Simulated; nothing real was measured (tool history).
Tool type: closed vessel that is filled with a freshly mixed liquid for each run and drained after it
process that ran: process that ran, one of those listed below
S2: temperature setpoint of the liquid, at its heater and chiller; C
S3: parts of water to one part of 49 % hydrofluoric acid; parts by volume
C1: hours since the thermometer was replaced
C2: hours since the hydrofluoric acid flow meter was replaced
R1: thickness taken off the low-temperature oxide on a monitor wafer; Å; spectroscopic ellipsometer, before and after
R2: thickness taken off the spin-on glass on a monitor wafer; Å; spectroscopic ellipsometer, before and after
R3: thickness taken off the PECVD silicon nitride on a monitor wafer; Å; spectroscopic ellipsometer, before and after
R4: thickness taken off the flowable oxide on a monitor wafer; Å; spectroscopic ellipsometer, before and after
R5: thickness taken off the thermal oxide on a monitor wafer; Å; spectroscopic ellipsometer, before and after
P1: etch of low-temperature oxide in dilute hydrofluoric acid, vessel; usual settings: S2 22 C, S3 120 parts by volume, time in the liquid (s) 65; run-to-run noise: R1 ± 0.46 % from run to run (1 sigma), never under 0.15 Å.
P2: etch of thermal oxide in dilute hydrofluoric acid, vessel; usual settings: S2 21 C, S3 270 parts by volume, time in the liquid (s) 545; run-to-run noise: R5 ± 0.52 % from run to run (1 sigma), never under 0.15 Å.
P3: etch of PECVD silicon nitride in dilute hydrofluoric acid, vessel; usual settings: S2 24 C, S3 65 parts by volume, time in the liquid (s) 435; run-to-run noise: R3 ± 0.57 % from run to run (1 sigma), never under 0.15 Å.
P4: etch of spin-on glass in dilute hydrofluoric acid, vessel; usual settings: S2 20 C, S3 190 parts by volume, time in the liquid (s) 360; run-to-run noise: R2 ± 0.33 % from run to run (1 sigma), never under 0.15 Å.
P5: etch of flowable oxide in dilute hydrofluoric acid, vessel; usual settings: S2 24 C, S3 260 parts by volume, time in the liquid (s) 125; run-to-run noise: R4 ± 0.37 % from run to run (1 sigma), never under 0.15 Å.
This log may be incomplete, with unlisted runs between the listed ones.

run 1 day=0.433 | process_that_ran=P1 S2=22 S3=120 time_in_the_liquid_(s)=65 | C1=1904.4 C2=116.5 | R1=103.32
run 2 day=0.804 | process_that_ran=P4 S2=20 S3=290 time_in_the_liquid_(s)=360 | C1=1913.3 C2=125.4 | R2=315.42
run 3 day=1.358 | process_that_ran=P3 S2=28.5 S3=65 time_in_the_liquid_(s)=435 | C1=1926.6 C2=138.7 | R3=187.44
run 4 day=1.733 | process_that_ran=P1 S2=22 S3=120 time_in_the_liquid_(s)=30 | C1=1935.6 C2=147.7 | R1=47.817
run 5 day=2.146 | process_that_ran=P1 S2=22 S3=75 time_in_the_liquid_(s)=65 | C1=1945.5 C2=157.6 | R1=174.03
run 6 day=2.571 | process_that_ran=P5 S2=17 S3=260 time_in_the_liquid_(s)=125 | C1=1955.7 C2=167.8 | R4=87.369
run 7 day=2.904 | process_that_ran=P3 S2=24 S3=65 time_in_the_liquid_(s)=435 | C1=1963.7 C2=175.8 | R3=140.13
run 8 day=3.375 | process_that_ran=P3 S2=24 S3=65 time_in_the_liquid_(s)=60 | C1=1975 C2=187.1 | R3=19.372
run 9 day=3.933 | process_that_ran=P1 S2=22 S3=120 time_in_the_liquid_(s)=65 | C1=1988.4 C2=200.5 | R1=103.15
run 10 day=4.192 | process_that_ran=P2 S2=17 S3=270 time_in_the_liquid_(s)=545 | C1=1994.6 C2=206.7 | R5=59.907
run 11 day=4.579 | process_that_ran=P5 S2=24 S3=405 time_in_the_liquid_(s)=125 | C1=2003.9 C2=216 | R4=63.555
run 12 day=5.042 | process_that_ran=P3 S2=24 S3=65 time_in_the_liquid_(s)=435 | C1=2015 C2=227.1 | R3=139.91
run 13 day=5.421 | process_that_ran=P2 S2=21 S3=270 time_in_the_liquid_(s)=825 | C1=2024.1 C2=236.2 | R5=105.88
run 14 day=5.867 | process_that_ran=P1 S2=18.5 S3=120 time_in_the_liquid_(s)=65 | C1=2034.8 C2=246.9 | R1=90.155
run 15 day=6.146 | process_that_ran=P1 S2=22 S3=120 time_in_the_liquid_(s)=65 | C1=2041.5 C2=253.6 | R1=103.44
run 16 day=6.571 | process_that_ran=P5 S2=24 S3=260 time_in_the_liquid_(s)=125 | C1=2051.7 C2=263.8 | R4=113.6
run 17 day=6.925 | process_that_ran=P5 S2=24 S3=260 time_in_the_liquid_(s)=200 | C1=2060.2 C2=272.3 | R4=180.82
run 18 day=7.358 | process_that_ran=P1 S2=26 S3=160 time_in_the_liquid_(s)=65 | C1=2070.6 C2=282.7 | R1=86.221
run 19 day=7.696 | process_that_ran=P2 S2=21 S3=270 time_in_the_liquid_(s)=545 | C1=2078.7 C2=290.8 | R5=69.904
run 20 day=8.208 | process_that_ran=P3 S2=24 S3=115 time_in_the_liquid_(s)=435 | C1=2091 C2=303.1 | R3=78.814
run 21 day=8.738 | process_that_ran=P1 S2=22 S3=120 time_in_the_liquid_(s)=65 | C1=2103.7 C2=315.8 | R1=103.66
run 22 day=9.279 | process_that_ran=P4 S2=20 S3=190 time_in_the_liquid_(s)=685 | C1=2116.7 C2=328.8 | R2=1008.8
run 23 day=9.708 | process_that_ran=P4 S2=20 S3=190 time_in_the_liquid_(s)=360 | C1=2127 C2=339.1 | R2=527.61
run 24 day=10.183 | process_that_ran=P1 S2=18.5 S3=120 time_in_the_liquid_(s)=30 | C1=2138.4 C2=350.5 | R1=41.225
run 25 day=10.646 | process_that_ran=P2 S2=21 S3=60 time_in_the_liquid_(s)=545 | C1=2149.5 C2=361.6 | R5=393.05
run 26 day=11.033 | process_that_ran=P1 S2=22 S3=120 time_in_the_liquid_(s)=65 | C1=2158.8 C2=370.9 | R1=103.16
run 27 day=11.492 | process_that_ran=P1 S2=22 S3=180 time_in_the_liquid_(s)=65 | C1=2169.8 C2=381.9 | R1=64.724
run 28 day=12.004 | process_that_ran=P1 S2=26 S3=120 time_in_the_liquid_(s)=65 | C1=2182.1 C2=394.2 | R1=121.42
run 29 day=12.362 | process_that_ran=P4 S2=17 S3=190 time_in_the_liquid_(s)=360 | C1=2190.7 C2=402.8 | R2=470.9
run 30 day=12.838 | process_that_ran=P1 S2=17.5 S3=120 time_in_the_liquid_(s)=35 | C1=2202.1 C2=414.2 | R1=45.847
run 31 day=13.138 | process_that_ran=P1 S2=22 S3=120 time_in_the_liquid_(s)=95 | C1=2209.3 C2=421.4 | R1=150.9
run 32 day=13.45 | process_that_ran=P1 S2=22 S3=120 time_in_the_liquid_(s)=65 | C1=2216.8 C2=428.9 | R1=103.04
run 33 day=13.904 | process_that_ran=P1 S2=22 S3=120 time_in_the_liquid_(s)=65 | C1=2227.7 C2=439.8 | R1=103.99
run 34 day=14.15 | process_that_ran=P1 S2=22 S3=120 time_in_the_liquid_(s)=65 | C1=2233.6 C2=445.7 | R1=102.5
run 35 day=14.575 | process_that_ran=P1 S2=22 S3=120 time_in_the_liquid_(s)=65 | C1=2243.8 C2=455.9 | R1=100.24
run 36 day=15.125 | process_that_ran=P1 S2=22 S3=120 time_in_the_liquid_(s)=65 | C1=2257 C2=469.1 | R1=98.907
run 37 day=15.688 | process_that_ran=P1 S2=22 S3=120 time_in_the_liquid_(s)=65 | C1=2270.5 C2=482.6 | R1=97.846

What does the tool deliver on the next run?
run 38 day=16.242 | process_that_ran=P1 S2=22 S3=120 time_in_the_liquid_(s)=65 | C1=2283.8 C2=495.9 | R1=?

R1: 97.727 Å
